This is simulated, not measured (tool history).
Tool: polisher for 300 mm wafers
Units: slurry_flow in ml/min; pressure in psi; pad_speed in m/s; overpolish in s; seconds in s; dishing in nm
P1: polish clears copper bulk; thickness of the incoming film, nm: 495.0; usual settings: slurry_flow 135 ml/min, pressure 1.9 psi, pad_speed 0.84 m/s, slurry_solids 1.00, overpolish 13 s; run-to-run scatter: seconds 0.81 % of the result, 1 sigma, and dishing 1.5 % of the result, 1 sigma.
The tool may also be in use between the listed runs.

| run | hour | slurry_flow | pressure | pad_speed | slurry_solids | overpolish | wafers polished on this pad | hours since the slurry nozzle was cleaned | hours since the head pressure was calibrated | hours since the slurry blender was calibrated | seconds | dishing |
|---|---|---|---|---|---|---|---|---|---|---|---|---|
| 1 | 6.0 | 135 | 1.9 | 0.84 | 1.00 | 13 | 425 | 349.0 | 252.4 | 167.8 | 108.560 | 26.525 |
| 2 | 9.1 | 135 | 1.9 | 0.84 | 1.00 | 5 | 458 | 352.1 | 255.5 | 170.9 | 109.490 | 14.401 |
| 3 | 14.8 | 135 | 1.9 | 0.84 | 1.00 | 13 | 519 | 357.8 | 261.2 | 176.6 | 109.970 | 25.347 |
| 4 | 20.1 | 80 | 1.9 | 0.84 | 1.00 | 13 | 576 | 363.1 | 266.5 | 181.9 | 124.120 | 24.527 |
| 5 | 23.3 | 170 | 1.9 | 0.84 | 1.00 | 13 | 610 | 366.3 | 269.7 | 185.1 | 104.700 | 26.688 |
| 6 | 29.6 | 135 | 2.5 | 0.84 | 1.00 | 13 | 678 | 372.6 | 276.0 | 191.4 | 83.491 | 29.366 |
| 7 | 34.6 | 135 | 1.9 | 0.44 | 1.00 | 13 | 731 | 377.6 | 281.0 | 196.4 | 211.280 | 18.119 |
| 8 | 39.4 | 135 | 1.9 | 1.30 | 1.00 | 4 | 783 | 382.4 | 285.8 | 201.2 | 71.461 | 16.997 |
| 9 | 45.3 | 135 | 2.6 | 0.84 | 1.00 | 18 | 846 | 388.3 | 291.7 | 207.1 | 79.548 | 32.863 |
| 10 | 48.3 | 135 | 2.7 | 0.84 | 1.00 | 4 | 878 | 391.3 | 294.7 | 210.1 | 78.042 | 15.782 |
| 11 | 53.1 | 135 | 1.9 | 0.84 | 1.00 | 13 | 929 | 396.1 | 299.5 | 214.9 | 109.960 | 24.716 |
| 12 | 56.8 | 135 | 1.9 | 0.84 | 0.60 | 13 | 969 | 399.8 | 303.2 | 218.6 | 122.350 | 24.821 |
|  | 60.1 | head pressure recalibrated |
| 13 | 61.5 | 135 | 1.9 | 0.84 | 1.00 | 13 | 1019 | 404.5 | 1.5 | 223.3 | 108.690 | 26.258 |
| 14 | 67.8 | 135 | 1.9 | 1.32 | 1.00 | 13 | 1087 | 410.8 | 7.8 | 229.6 | 69.074 | 30.522 |
| 15 | 70.8 | 135 | 1.9 | 0.84 | 1.45 | 13 | 1119 | 413.8 | 10.8 | 232.6 | 100.650 | 27.024 |

Forecast run 16:
| 16 | 74.0 | 135 | 1.9 | 0.84 | 1.00 | 13 | 1153 | 417.0 | 14.0 | 235.8 | ? | ? |

seconds: 108.780 s
dishing: 25.952 nm
